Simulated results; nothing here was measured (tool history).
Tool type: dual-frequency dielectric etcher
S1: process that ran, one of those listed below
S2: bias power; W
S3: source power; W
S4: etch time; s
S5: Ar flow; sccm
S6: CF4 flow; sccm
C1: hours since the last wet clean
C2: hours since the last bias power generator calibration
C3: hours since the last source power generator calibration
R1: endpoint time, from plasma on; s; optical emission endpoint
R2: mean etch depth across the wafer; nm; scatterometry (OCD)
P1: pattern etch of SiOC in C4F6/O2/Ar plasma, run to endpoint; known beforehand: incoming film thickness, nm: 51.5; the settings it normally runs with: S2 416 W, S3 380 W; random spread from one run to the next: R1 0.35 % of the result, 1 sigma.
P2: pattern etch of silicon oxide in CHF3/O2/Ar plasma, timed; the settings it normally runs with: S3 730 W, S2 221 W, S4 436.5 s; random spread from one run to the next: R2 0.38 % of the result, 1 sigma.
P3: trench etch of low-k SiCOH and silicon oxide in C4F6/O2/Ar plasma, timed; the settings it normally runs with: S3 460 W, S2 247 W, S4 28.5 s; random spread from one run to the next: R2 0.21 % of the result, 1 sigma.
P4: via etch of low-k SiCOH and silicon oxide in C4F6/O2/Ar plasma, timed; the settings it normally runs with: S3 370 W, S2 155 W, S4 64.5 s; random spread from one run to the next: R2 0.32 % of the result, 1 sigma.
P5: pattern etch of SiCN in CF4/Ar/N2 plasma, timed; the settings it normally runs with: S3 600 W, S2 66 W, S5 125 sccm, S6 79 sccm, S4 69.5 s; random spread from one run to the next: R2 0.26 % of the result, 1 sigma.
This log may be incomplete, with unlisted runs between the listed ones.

run    day  S1   S2    S3     S4   S5  S6     C1      C2     C3      R1      R2
  1    0.2  P1  416   380                   94.3  1056.3  493.2  18.999
  2  0.546  P1  526   380                  102.6  1064.6  501.5  17.443
  3  0.817  P1  503   270                  109.1  1071.1    508  20.139
  4  1.192  P1  502   270                  118.1  1080.1    517  20.077
  5  1.417  P2  221   730  319.5           123.5  1085.5  522.4          699.35
  6  1.754  P1  416   250                  131.6  1093.6  530.5  22.152
  7   2.15  P3  247   460     39           141.1  1103.1    540          139.38
  8  2.483  P4  155   370   64.5           149.1  1111.1    548          155.56
  9  2.804  P2  221   730  436.5           156.8  1118.8  555.7          948.91
 10  3.117  P2  221  1030  436.5           164.3  1126.3  563.2          1089.3
 11  3.358  P2  310   730  436.5           170.1  1132.1    569          1076.7
 12  3.758  P1  416   380                  179.7  1141.7  578.6  19.023
 13  3.942  P5   89   600   69.5  125  79  184.1  1146.1    583          81.403
 14  4.208  P5   66   730   69.5  125  79  190.5  1152.5  589.4          87.503
 15  4.496  P3  247   460   28.5           197.4  1159.4  596.3          102.04
 16    4.7  P1  416   510                  202.3  1164.3  601.2  16.972
 17  4.912  P4  155   230   64.5           207.4  1169.4  606.3          129.81
 18  5.129  P1  416   380                  212.6  1174.6  611.5  19.012
 19  5.521  P5   66   600   69.5  125  79    222    1184  620.9          73.511
 20  5.804  P5   66   600   69.5  125  48  228.8  1190.8  627.7          67.434
 21  6.112  P1  324   280                  236.2  1198.2  635.1  23.317
 22  6.438  P5   66   600    101  125  79    244    1206  642.9          106.95

Expected results for the next run?
 23  6.817  P1  416  380              253.1  1215.1  652   ?

{"run 23": {"R1": 18.996}}

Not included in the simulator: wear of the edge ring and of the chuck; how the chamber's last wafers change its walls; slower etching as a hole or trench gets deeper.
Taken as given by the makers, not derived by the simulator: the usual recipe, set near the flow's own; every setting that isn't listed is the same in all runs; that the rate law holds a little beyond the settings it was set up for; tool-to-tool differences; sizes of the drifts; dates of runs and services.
